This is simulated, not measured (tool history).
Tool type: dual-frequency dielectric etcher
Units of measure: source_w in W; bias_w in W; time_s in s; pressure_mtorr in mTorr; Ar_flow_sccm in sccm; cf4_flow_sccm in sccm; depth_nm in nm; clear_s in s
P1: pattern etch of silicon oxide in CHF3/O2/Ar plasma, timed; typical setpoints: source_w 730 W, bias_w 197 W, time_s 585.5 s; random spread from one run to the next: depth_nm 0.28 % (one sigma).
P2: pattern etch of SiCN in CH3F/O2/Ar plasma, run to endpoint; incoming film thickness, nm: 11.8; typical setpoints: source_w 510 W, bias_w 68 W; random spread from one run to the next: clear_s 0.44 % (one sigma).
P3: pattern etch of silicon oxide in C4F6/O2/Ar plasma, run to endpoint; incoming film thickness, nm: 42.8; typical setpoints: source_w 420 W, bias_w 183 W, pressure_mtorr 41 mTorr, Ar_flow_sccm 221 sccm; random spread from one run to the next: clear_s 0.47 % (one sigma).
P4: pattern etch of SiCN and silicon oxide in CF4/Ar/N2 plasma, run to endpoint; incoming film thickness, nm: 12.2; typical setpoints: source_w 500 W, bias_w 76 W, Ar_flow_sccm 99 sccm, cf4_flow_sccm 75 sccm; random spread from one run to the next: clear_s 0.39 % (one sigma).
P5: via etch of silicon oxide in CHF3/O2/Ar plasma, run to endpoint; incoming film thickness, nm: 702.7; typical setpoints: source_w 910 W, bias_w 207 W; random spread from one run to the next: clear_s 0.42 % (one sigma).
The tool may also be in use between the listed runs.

run	hour	process	source_w	bias_w	time_s	pressure_mtorr	Ar_flow_sccm	cf4_flow_sccm	hours since the last wet clean	hours since the last source power generator calibration	hours since the last bias power generator calibration	depth_nm	clear_s
1	2.4	P1	730	197	585.5				83.9	1407.3	885.3	1266.3	
2	4.9	P5	1200	207					86.4	1409.8	887.8		256.55
3	8.3	P1	730	197	585.5				89.8	1413.2	891.2	1269.9	
4	11.1	P3	310	183		41	221		92.6	1416	894		14.366
5	14.7	P2	510	40					96.2	1419.6	897.6		34.121
6	16.8	P5	910	207					98.3	1421.7	899.7		286.65
7	20.7	P1	730	119	585.5				102.2	1425.6	903.6	1086.7	
# hour 21.8: source power generator calibrated
8	23.6	P3	420	183		41	221		105.1	1.9	906.5		12.894
9	27.2	P4	500	48			99	75	108.7	5.5	910.1		14.003
10	29.4	P4	500	76			99	75	110.9	7.7	912.3		12.166
11	32.3	P3	420	112		41	221		113.8	10.6	915.2		14.744
12	35.6	P4	500	76			66	75	117.1	13.9	918.5		11.539
13	39.6	P3	420	183		41	283		121.1	17.9	922.5		13.011
14	42	P1	970	197	804				123.5	20.3	924.9	1941	
15	46.3	P4	500	76			99	43	127.8	24.6	929.2		13.256
16	49.9	P1	730	197	585.5				131.4	28.2	932.8	1271.6	
17	52	P5	910	285					133.5	30.3	934.9		255.03
18	54.6	P4	500	76			99	75	136.1	32.9	937.5		12.147
19	58.9	P1	730	266	585.5				140.4	37.2	941.8	1411.8	
20	63.5	P3	420	183		57.5	221		145	41.8	946.4		13.235
21	66.1	P4	630	76			99	75	147.6	44.4	949		9.8772
22	70.3	P2	510	68					151.8	48.6	953.2		28.845
23	74.9	P1	990	197	585.5				156.4	53.2	957.8	1427	
24	78.5	P1	450	197	585.5				160	56.8	961.4	1061.2	
25	80.7	P1	990	197	351.5				162.2	59	963.6	857	
26	83.9	P2	380	68					165.4	62.2	966.8		32.355

What will run 27 give?
27	86.5	P1	730	197	585.5				168	64.8	969.4	?	

Run 27 gave depth_nm 1269.5 nm.

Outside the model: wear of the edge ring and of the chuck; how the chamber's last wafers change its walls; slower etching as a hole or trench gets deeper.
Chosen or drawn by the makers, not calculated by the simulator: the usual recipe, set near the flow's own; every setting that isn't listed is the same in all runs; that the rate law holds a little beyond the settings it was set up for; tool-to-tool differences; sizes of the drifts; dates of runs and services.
